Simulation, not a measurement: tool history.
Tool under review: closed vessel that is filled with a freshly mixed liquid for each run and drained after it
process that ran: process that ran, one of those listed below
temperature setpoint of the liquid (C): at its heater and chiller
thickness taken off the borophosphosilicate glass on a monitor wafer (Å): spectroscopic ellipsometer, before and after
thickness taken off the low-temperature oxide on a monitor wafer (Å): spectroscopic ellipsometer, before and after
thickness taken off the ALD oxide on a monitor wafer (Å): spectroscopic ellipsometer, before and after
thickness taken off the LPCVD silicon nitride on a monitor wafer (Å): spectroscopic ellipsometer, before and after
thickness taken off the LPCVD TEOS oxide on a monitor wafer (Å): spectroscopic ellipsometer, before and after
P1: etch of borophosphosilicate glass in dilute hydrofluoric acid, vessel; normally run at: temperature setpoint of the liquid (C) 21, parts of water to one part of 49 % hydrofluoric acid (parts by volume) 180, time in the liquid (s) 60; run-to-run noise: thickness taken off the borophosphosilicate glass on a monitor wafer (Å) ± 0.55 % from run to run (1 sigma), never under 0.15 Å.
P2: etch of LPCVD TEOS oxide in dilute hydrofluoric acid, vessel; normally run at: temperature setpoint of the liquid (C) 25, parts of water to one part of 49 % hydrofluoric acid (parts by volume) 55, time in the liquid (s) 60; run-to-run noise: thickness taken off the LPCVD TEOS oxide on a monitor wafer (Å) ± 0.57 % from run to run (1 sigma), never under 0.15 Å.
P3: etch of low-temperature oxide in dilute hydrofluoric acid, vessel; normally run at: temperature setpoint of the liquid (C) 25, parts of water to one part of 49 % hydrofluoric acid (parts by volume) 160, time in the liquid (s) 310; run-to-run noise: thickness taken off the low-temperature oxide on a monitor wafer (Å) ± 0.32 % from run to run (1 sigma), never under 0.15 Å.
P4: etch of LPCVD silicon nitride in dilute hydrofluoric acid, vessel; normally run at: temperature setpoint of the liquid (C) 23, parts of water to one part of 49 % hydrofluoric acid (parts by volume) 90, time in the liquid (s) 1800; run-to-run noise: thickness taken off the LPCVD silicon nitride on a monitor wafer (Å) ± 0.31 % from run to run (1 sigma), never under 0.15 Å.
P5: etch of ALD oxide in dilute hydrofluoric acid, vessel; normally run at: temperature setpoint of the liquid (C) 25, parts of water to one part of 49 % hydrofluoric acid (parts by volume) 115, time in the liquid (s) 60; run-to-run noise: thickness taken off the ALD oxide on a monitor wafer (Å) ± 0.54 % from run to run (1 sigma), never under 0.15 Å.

run,hour,process that ran,temperature setpoint of the liquid (C),parts of water to one part of 49 % hydrofluoric acid (parts by volume),time in the liquid (s),hours since the thermometer was replaced,hours since the hydrofluoric acid flow meter was replaced,thickness taken off the borophosphosilicate glass on a monitor wafer (Å),thickness taken off the low-temperature oxide on a monitor wafer (Å),thickness taken off the ALD oxide on a monitor wafer (Å),thickness taken off the LPCVD silicon nitride on a monitor wafer (Å),thickness taken off the LPCVD TEOS oxide on a monitor wafer (Å)
1,12.7,P1,21,180,60,2138,383,203.96,,,,
2,25.1,P3,31.5,160,310,2150.4,395.4,,450.86,,,
3,36.2,P1,29.5,180,60,2161.5,406.5,279.1,,,,
4,47.6,P5,17,115,60,2172.9,417.9,,,56.196,,
5,56.9,P4,27,90,1800,2182.2,427.2,,,,128.38,
6,66.4,P1,21,95,60,2191.7,436.7,425.55,,,,
7,73.5,P4,23,90,1800,2198.8,443.8,,,,99.032,
8,84.8,P1,21,180,60,2210.1,455.1,205.25,,,,
9,95,P5,25,115,115,2220.3,465.3,,,148.8,,
10,103.8,P2,17,55,60,2229.1,474.1,,,,,484.19
11,113.9,P1,21,245,60,2239.2,484.2,141.59,,,,
12,123.8,P3,25,160,85,2249.1,494.1,,98.29,,,
13,136.8,P3,25,160,310,2262.1,507.1,,358.77,,,
14,142.8,P4,23,25,1800,2268.1,513.1,,,,342.91,
15,151.9,P1,21,180,60,2277.2,522.2,203.93,,,,
16,159,P5,25,115,60,2284.3,529.3,,,76.85,,
17,164.7,P1,21,255,30,2290,535,66.476,,,,
18,175,P5,25,115,60,2300.3,545.3,,,76.966,,
19,187.8,P2,25,20,60,2313.1,558.1,,,,,1942.6
20,198.5,P1,17,180,60,2323.8,568.8,173.31,,,,
21,209.1,P3,25,100,310,2334.4,579.4,,614.63,,,
22,219.8,P3,25,160,310,2345.1,590.1,,354.99,,,
23,226.9,P2,25,55,60,2352.2,597.2,,,,,670.64
24,239.3,P4,23,90,80,2364.6,609.6,,,,4.4389,
25,250.4,P1,21,180,90,2375.7,620.7,307.1,,,,
26,262.4,P4,23,90,1800,2387.7,632.7,,,,99.137,
27,274.2,P1,21,180,60,2399.5,644.5,204.71,,,,
28,283.5,P2,25,55,30,2408.8,653.8,,,,,338.12
29,295,P1,21,180,30,2420.3,665.3,101.27,,,,
30,304.6,P5,25,20,60,2429.9,674.9,,,502.8,,
31,315.7,P1,21,180,60,2441,686,202.31,,,,
32,326.2,P1,21,180,60,2451.5,696.5,207.68,,,,
33,332.7,P1,21,180,60,2458,703,212.48,,,,
34,343,P1,21,180,60,2468.3,713.3,215.13,,,,
35,352.5,P1,21,180,60,2477.8,722.8,214.83,,,,
36,359.5,P1,21,180,60,2484.8,729.8,215.46,,,,
37,366.5,P1,21,180,60,2491.8,736.8,215.6,,,,
38,373.4,P1,21,180,60,2498.7,743.7,216.7,,,,
39,379.9,P1,21,180,60,2505.2,750.2,216.83,,,,
40,388.3,P1,21,180,60,2513.6,758.6,217.08,,,,
41,396.5,P1,21,180,60,2521.8,766.8,218.47,,,,
42,404.6,P1,21,180,60,2529.9,774.9,217.39,,,,

The output of P1 has drifted from where it used to be. Each of the 2 causes below, taken at the size shown beside it, accounts for the log equally well:
A: hydrofluoric acid flow above the setpoint (%) = 5.85
B: liquid hotter than its thermometer reads (K) = 1.76
At approximately hour 315.7, the process output began to creep.

Of the 4 check runs listed below, each run on one wafer and each result written as a question mark, which would let you distinguish the listed causes because they would give clearly different results?
check 1,412.7,P3,25,160,310,,,,?,,,
check 2,412.7,P4,23,90,1800,,,,,,?,
check 3,412.7,P5,25,115,60,,,,,?,,
check 4,412.7,P2,25,55,60,,,,,,,?

If the cause were each of the candidates in turn, the checks would give the following:
check,result,if A,if B
check 1,thickness taken off the low-temperature oxide on a monitor wafer (Å),382.31,381.71
check 2,thickness taken off the LPCVD silicon nitride on a monitor wafer (Å),104.59,111.14
check 3,thickness taken off the ALD oxide on a monitor wafer (Å),82.396,82.645
check 4,thickness taken off the LPCVD TEOS oxide on a monitor wafer (Å),714.78,722.02
Per-check spread between the two closest causes, in the result where they differ most: check 1 0.16 %; check 2 6.07 %; check 3 0.3 %; check 4 1.01 %
Check 2 tells the causes apart: in the others they would give nearly the same result.

The results of check 2 are: thickness taken off the LPCVD silicon nitride on a monitor wafer (Å) 110.94. Based on these, which of the listed causes is it?

B is the cause: liquid hotter than its thermometer reads (K).

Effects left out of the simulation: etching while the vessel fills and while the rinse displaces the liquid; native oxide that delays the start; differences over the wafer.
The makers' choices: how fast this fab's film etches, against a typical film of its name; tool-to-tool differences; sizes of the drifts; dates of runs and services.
